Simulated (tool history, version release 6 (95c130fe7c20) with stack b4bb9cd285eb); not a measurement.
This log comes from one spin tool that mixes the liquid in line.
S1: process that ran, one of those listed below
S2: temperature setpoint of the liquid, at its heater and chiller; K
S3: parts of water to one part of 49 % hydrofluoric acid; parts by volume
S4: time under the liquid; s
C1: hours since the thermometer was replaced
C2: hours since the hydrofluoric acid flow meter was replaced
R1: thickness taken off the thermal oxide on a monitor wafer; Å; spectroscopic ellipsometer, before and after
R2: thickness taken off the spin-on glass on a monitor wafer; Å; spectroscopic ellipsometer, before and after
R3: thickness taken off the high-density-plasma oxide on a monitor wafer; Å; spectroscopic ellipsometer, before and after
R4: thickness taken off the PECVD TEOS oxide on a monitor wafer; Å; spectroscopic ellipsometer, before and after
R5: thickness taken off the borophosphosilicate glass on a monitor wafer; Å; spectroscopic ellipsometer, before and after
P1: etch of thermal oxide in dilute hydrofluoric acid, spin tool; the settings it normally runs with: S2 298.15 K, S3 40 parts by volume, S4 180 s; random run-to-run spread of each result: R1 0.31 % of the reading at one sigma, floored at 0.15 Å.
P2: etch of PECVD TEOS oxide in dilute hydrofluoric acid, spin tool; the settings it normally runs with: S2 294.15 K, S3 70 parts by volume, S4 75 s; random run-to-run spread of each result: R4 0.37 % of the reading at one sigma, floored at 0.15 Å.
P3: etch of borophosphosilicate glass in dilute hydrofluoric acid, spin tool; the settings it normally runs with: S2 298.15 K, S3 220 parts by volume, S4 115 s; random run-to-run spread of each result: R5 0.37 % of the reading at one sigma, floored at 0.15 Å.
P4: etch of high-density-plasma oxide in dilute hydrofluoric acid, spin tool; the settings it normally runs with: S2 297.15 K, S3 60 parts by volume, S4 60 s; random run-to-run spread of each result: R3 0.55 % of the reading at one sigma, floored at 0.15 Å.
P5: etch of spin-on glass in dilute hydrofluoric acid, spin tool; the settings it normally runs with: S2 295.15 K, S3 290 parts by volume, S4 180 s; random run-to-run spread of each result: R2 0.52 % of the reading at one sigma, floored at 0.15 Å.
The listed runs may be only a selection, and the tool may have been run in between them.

run   hour  S1      S2   S3   S4     C1      C2      R1      R2      R3      R4      R5
  1    4.6  P1  298.15   40  180  511.1  1260.4  226.64
  2    8.9  P5  295.15  290  180  515.4  1264.7          178.61
  3   14.4  P4  297.15   60   60  520.9  1270.2                  60.928
  4   22.1  P1  298.15   40   95  528.6  1277.9  120.24
  5   27.8  P1  298.15   20  180  534.3  1283.6  464.48
  6   32.1  P1  291.15   40  180  538.6  1287.9  167.76
      37.5  -- thermometer replaced
  7     39  P2  294.15   70   75    1.6  1294.8                          101.06
  8   43.6  P4  302.15   60   60    6.2  1299.4                  75.249
  9   48.7  P2  290.15   70   75   11.3  1304.5                          85.546
 10   54.1  P3  298.15  220  225   16.7  1309.9                                  493.35
 11   58.9  P1  298.15   40  180   21.5  1314.7   226.2
 12   63.1  P2  294.15   70  135   25.7  1318.9                          181.66
 13     69  P2  294.15  120   75   31.6  1324.8                          55.722
 14     76  P1  298.15   40  180   38.6  1331.8  226.12
 15   80.5  P3  305.65  220  115   43.1  1336.3                                  327.73
 16   84.2  P5  295.15  290   35   46.8    1340          34.824
 17   90.2  P1  298.15   40  180   52.8    1346  225.42
 18   97.2  P3  298.15  220  115   59.8    1353                                  252.61
 19  104.5  P5  295.15  290  180   67.1  1360.3           179.2
 20  111.3  P1  298.15   40  180   73.9  1367.1   226.3
 21  116.1  P1  298.15   65  180   78.7  1371.9  134.21
 22  121.6  P1  298.15   40  180   84.2  1377.4  227.03
 23  127.2  P1  298.15   40  180   89.8    1383  227.38
 24  133.5  P4  297.15   20   60   96.1  1389.3                  193.01
 25  137.4  P4  297.15   60   20    100  1393.2                  20.562

What will run 26 give?
 26  144.5  P5  295.15  50  180  107.1  1400.3       ?

Logged for run 26: R2 1332.7 Å.
